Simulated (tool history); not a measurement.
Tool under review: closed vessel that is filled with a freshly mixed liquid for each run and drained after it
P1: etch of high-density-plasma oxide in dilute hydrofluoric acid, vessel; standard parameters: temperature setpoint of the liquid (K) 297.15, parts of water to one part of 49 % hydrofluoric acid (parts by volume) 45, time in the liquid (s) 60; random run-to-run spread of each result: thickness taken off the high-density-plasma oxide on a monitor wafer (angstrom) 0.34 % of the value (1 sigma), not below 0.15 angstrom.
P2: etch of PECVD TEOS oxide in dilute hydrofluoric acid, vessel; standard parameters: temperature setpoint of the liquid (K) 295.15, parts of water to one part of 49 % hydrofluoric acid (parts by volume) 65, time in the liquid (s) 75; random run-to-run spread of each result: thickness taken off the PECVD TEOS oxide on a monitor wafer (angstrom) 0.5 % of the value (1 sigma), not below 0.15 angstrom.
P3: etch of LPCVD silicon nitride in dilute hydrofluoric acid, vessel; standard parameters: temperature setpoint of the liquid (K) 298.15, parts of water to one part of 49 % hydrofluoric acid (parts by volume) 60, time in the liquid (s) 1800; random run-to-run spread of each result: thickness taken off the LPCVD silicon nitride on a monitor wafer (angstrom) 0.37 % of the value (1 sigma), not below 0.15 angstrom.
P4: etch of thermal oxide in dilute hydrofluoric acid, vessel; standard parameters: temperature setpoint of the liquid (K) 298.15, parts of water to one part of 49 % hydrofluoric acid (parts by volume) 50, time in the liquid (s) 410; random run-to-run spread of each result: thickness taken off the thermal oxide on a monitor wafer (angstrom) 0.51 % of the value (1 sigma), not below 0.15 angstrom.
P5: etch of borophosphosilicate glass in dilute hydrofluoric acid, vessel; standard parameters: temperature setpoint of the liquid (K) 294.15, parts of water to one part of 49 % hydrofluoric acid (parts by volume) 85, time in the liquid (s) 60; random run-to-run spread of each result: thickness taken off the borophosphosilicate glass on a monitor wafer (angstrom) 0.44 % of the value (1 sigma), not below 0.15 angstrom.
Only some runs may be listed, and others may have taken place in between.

| run | day | process that ran | temperature setpoint of the liquid (K) | parts of water to one part of 49 % hydrofluoric acid (parts by volume) | time in the liquid (s) | hours since the thermometer was replaced | hours since the hydrofluoric acid flow meter was replaced | thickness taken off the high-density-plasma oxide on a monitor wafer (angstrom) | thickness taken off the PECVD TEOS oxide on a monitor wafer (angstrom) | thickness taken off the LPCVD silicon nitride on a monitor wafer (angstrom) | thickness taken off the borophosphosilicate glass on a monitor wafer (angstrom) | thickness taken off the thermal oxide on a monitor wafer (angstrom) |
|---|---|---|---|---|---|---|---|---|---|---|---|---|
| 1 | 0.35 | P1 | 297.15 | 45 | 60 | 622.5 | 219.4 | 121.88 |  |  |  |  |
| 2 | 0.7 | P2 | 295.15 | 65 | 75 | 630.9 | 227.8 |  | 172.95 |  |  |  |
| 3 | 1.167 | P2 | 295.15 | 30 | 75 | 642.1 | 239 |  | 387.31 |  |  |  |
| 4 | 1.658 | P2 | 295.15 | 65 | 75 | 653.9 | 250.8 |  | 173.56 |  |  |  |
| 5 | 2.133 | P1 | 297.15 | 45 | 60 | 665.3 | 262.2 | 122.43 |  |  |  |  |
| 6 | 2.658 | P3 | 298.15 | 60 | 195 | 677.9 | 274.8 |  |  | 15.626 |  |  |
| 7 | 3.146 | P1 | 297.15 | 70 | 100 | 689.6 | 286.5 | 125.23 |  |  |  |  |
| 8 | 3.512 | P1 | 305.15 | 45 | 60 | 698.4 | 295.3 | 167.64 |  |  |  |  |
|  | 3.629 | hydrofluoric acid flow meter replaced |
| 9 | 3.775 | P1 | 297.15 | 45 | 35 | 704.7 | 3.5 | 71.4 |  |  |  |  |
| 10 | 4.05 | P2 | 302.15 | 65 | 75 | 711.3 | 10.1 |  | 227.98 |  |  |  |
| 11 | 4.638 | P5 | 294.15 | 85 | 60 | 725.4 | 24.2 |  |  |  | 292.01 |  |
| 12 | 5.238 | P1 | 297.15 | 45 | 110 | 739.8 | 38.6 | 222.34 |  |  |  |  |
| 13 | 5.792 | P1 | 297.15 | 45 | 60 | 753.1 | 51.9 | 121.02 |  |  |  |  |
| 14 | 6.121 | P1 | 297.15 | 20 | 60 | 761 | 59.8 | 281.3 |  |  |  |  |
| 15 | 6.396 | P4 | 298.15 | 50 | 690 | 767.6 | 66.4 |  |  |  |  | 721.97 |
| 16 | 6.721 | P5 | 294.15 | 85 | 110 | 775.4 | 74.2 |  |  |  | 537.25 |  |
| 17 | 7.321 | P5 | 294.15 | 115 | 60 | 789.8 | 88.6 |  |  |  | 207.99 |  |
| 18 | 7.762 | P4 | 304.15 | 50 | 410 | 800.4 | 99.2 |  |  |  |  | 545.53 |
| 19 | 8.375 | P4 | 298.15 | 50 | 410 | 815.1 | 113.9 |  |  |  |  | 427.25 |
| 20 | 8.683 | P1 | 297.15 | 45 | 60 | 822.5 | 121.3 | 121.02 |  |  |  |  |
| 21 | 9.146 | P4 | 298.15 | 50 | 410 | 833.6 | 132.4 |  |  |  |  | 427.95 |
| 22 | 9.704 | P1 | 297.15 | 45 | 60 | 847 | 145.8 | 120.15 |  |  |  |  |
| 23 | 9.992 | P2 | 295.15 | 65 | 125 | 853.9 | 152.7 |  | 287.51 |  |  |  |
| 24 | 10.575 | P3 | 298.15 | 60 | 1800 | 867.9 | 166.7 |  |  | 143.43 |  |  |
| 25 | 10.854 | P1 | 297.15 | 70 | 60 | 874.6 | 173.4 | 75.44 |  |  |  |  |
| 26 | 11.312 | P3 | 298.15 | 20 | 1800 | 885.6 | 184.4 |  |  | 417.94 |  |  |
| 27 | 11.921 | P4 | 298.15 | 25 | 410 | 900.2 | 199 |  |  |  |  | 880.18 |
| 28 | 12.267 | P1 | 292.15 | 45 | 60 | 908.5 | 207.3 | 97.787 |  |  |  |  |
| 29 | 12.75 | P5 | 300.15 | 85 | 60 | 920.1 | 218.9 |  |  |  | 368.49 |  |
| 30 | 13.017 | P5 | 294.15 | 85 | 60 | 926.5 | 225.3 |  |  |  | 291.49 |  |
| 31 | 13.425 | P3 | 304.65 | 60 | 1800 | 936.3 | 235.1 |  |  | 218.91 |  |  |
| 32 | 13.696 | P1 | 297.15 | 45 | 60 | 942.8 | 241.6 | 122.18 |  |  |  |  |
| 33 | 14.3 | P1 | 297.15 | 45 | 60 | 957.3 | 256.1 | 116.8 |  |  |  |  |
| 34 | 14.596 | P1 | 297.15 | 45 | 60 | 964.4 | 263.2 | 117.21 |  |  |  |  |
| 35 | 15.071 | P1 | 297.15 | 45 | 60 | 975.8 | 274.6 | 116.56 |  |  |  |  |
| 36 | 15.546 | P1 | 297.15 | 45 | 60 | 987.2 | 286 | 116.09 |  |  |  |  |
| 37 | 16.129 | P1 | 297.15 | 45 | 60 | 1001.2 | 300 | 114.68 |  |  |  |  |
| 38 | 16.604 | P1 | 297.15 | 45 | 60 | 1012.6 | 311.4 | 114.17 |  |  |  |  |
| 39 | 17.175 | P1 | 297.15 | 45 | 60 | 1026.3 | 325.1 | 114.07 |  |  |  |  |

What P1 gives has crept away from where it was. These 2 causes fit the log equally well, each at the size given:
A: liquid colder than its thermometer reads (K) = 1.42
B: hydrofluoric acid flow below the setpoint (%) = 5.39
The process output started creeping at around day 13.696.

Each of the 4 check runs below uses one wafer; its results are left as question marks. Which run tells the causes apart?
| check 1 | 17.746 | P3 | 298.15 | 60 | 1800 |  |  |  |  | ? |  |  |
| check 2 | 17.746 | P4 | 298.15 | 50 | 410 |  |  |  |  |  |  | ? |
| check 3 | 17.746 | P5 | 294.15 | 85 | 60 |  |  |  |  |  | ? |  |
| check 4 | 17.746 | P2 | 295.15 | 65 | 75 |  |  |  | ? |  |  |  |

Outcome of each check run for each possible cause:
| check | result | if A | if B |
|---|---|---|---|
| check 1 | thickness taken off the LPCVD silicon nitride on a monitor wafer (angstrom) | 130.55 | 135.95 |
| check 2 | thickness taken off the thermal oxide on a monitor wafer (angstrom) | 404.11 | 403.71 |
| check 3 | thickness taken off the borophosphosilicate glass on a monitor wafer (angstrom) | 275.47 | 274.85 |
| check 4 | thickness taken off the PECVD TEOS oxide on a monitor wafer (angstrom) | 161.54 | 161.4 |
Per-check spread between the two closest causes, in the result where they differ most: check 1 4.05 %; check 2 0.1 %; check 3 0.23 %; check 4 0.09 %
Check 1 tells the causes apart: in the others they would give nearly the same result.

After running check 1, the following was obtained: thickness taken off the LPCVD silicon nitride on a monitor wafer (angstrom) 136.32. Which cause does this point to?

The cause is B: hydrofluoric acid flow below the setpoint (%).
